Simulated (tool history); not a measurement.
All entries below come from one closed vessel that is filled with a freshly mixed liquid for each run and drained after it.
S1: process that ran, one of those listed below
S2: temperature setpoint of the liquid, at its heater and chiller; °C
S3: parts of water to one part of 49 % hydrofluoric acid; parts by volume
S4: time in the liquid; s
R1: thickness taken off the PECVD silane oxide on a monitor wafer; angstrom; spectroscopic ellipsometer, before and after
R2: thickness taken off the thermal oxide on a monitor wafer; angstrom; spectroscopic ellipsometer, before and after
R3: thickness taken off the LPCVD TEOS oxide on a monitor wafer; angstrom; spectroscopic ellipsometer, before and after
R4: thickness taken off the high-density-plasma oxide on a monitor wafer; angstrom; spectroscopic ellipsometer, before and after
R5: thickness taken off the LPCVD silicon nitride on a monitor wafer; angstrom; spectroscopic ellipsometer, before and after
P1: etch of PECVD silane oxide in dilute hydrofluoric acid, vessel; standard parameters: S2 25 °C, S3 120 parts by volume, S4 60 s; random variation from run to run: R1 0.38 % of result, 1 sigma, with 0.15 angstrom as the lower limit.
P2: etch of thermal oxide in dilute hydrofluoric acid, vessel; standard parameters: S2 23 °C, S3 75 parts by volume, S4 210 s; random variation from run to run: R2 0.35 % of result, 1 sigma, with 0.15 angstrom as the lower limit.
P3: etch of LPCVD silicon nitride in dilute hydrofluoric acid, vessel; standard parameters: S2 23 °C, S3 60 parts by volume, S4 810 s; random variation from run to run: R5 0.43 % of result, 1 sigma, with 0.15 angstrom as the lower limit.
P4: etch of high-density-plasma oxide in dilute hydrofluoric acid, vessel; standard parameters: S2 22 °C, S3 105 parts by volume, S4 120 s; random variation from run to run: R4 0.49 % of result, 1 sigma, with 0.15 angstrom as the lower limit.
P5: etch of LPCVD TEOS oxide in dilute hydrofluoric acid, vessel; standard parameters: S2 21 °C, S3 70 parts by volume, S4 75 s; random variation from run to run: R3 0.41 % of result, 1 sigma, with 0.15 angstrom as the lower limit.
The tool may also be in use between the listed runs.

run,hour,S1,S2,S3,S4,R1,R2,R3,R4,R5
1,10.1,P1,25,120,60,215.6,,,,
2,17,P1,25,120,60,214.03,,,,
3,24.1,P2,27,75,210,,151.19,,,
4,32,P2,23,140,210,,64.063,,,
5,41.1,P5,21,70,75,,,296.32,,
6,49.7,P1,25,120,60,214.8,,,,
7,60.6,P5,26,70,75,,,362.93,,
8,72.1,P1,25,120,85,304.14,,,,
9,81.1,P4,22,105,120,,,,53.586,
10,89.7,P5,21,70,30,,,117.79,,
11,97.2,P1,25,120,60,213.9,,,,
12,105.1,P5,21,120,75,,,161.14,,
13,116.7,P1,25,165,60,148.06,,,,
14,123.8,P1,31.5,120,60,275.21,,,,
15,130.6,P2,23,75,110,,67.072,,,
16,136.9,P3,23,60,810,,,,,59.592
17,145.4,P4,22,105,30,,,,13.551,
18,156.3,P1,25,45,60,630.94,,,,
19,162.1,P4,26.5,105,120,,,,63.462,
# hour 168.9: thermometer replaced
20,170.3,P1,31.5,200,60,147.87,,,,
21,178.5,P1,25,120,60,214.77,,,,
22,187.3,P4,22,150,120,,,,35.184,
23,194.6,P1,20.5,120,30,88.954,,,,
24,205.2,P1,25,120,60,214.47,,,,
25,217.8,P3,31.5,60,810,,,,,104.39
26,228.6,P3,23,105,810,,,,,34.454
27,239.8,P3,23,60,230,,,,,16.929
28,248.1,P1,25,170,100,238.81,,,,
29,256.6,P2,23,75,210,,128.5,,,
30,263.2,P1,25,120,30,107.6,,,,
31,273.5,P1,21,120,60,183.17,,,,
32,285,P1,25,120,60,213.96,,,,
33,294.7,P3,23,60,810,,,,,59.798
34,301.2,P4,22,105,120,,,,52.678,
35,307.1,P1,25,120,60,214.77,,,,
36,314.4,P1,25,120,60,218.49,,,,
37,325.2,P1,25,120,60,221.34,,,,
38,337.7,P1,25,120,60,223.58,,,,
39,344.4,P1,25,120,60,225.16,,,,
40,356.9,P1,25,120,60,226.26,,,,
41,362.7,P1,25,120,60,227.16,,,,
42,374.1,P1,25,120,60,227.02,,,,
43,385.6,P1,25,120,60,229.67,,,,
44,397,P1,25,120,60,229.52,,,,
45,405.6,P1,25,120,60,228,,,,

What P1 gives has crept away from where it was. These 2 causes fit the log equally well, each at the size given:
A: liquid hotter than its thermometer reads (K) = 1.6
B: hydrofluoric acid flow above the setpoint (%) = 5.49
The creep began at about hour 307.1.

The check runs listed below each take one wafer, and their results are still question marks. Under which run would the listed causes lead to clearly different results?
check 1,414.2,P5,21,70,75,,,?,,
check 2,414.2,P2,23,75,210,,?,,,
check 3,414.2,P3,23,60,810,,,,,?
check 4,414.2,P4,22,105,120,,,,?,

Check results expected under each cause:
check,result,if A,if B
check 1,R3,314.28,311.7
check 2,R2,137.17,136.29
check 3,R5,66.843,63.251
check 4,R4,56.681,56.45
Minimum pairwise separation of causes per check, each pair taken at its best-separating result: check 1 0.83 %; check 2 0.64 %; check 3 5.52 %; check 4 0.41 %
Check 3 tells the causes apart: in the others they would give nearly the same result.

Running check 3 produced the following: R5 66.884 angstrom. Which one of the listed causes fits?

A is the cause: liquid hotter than its thermometer reads (K).

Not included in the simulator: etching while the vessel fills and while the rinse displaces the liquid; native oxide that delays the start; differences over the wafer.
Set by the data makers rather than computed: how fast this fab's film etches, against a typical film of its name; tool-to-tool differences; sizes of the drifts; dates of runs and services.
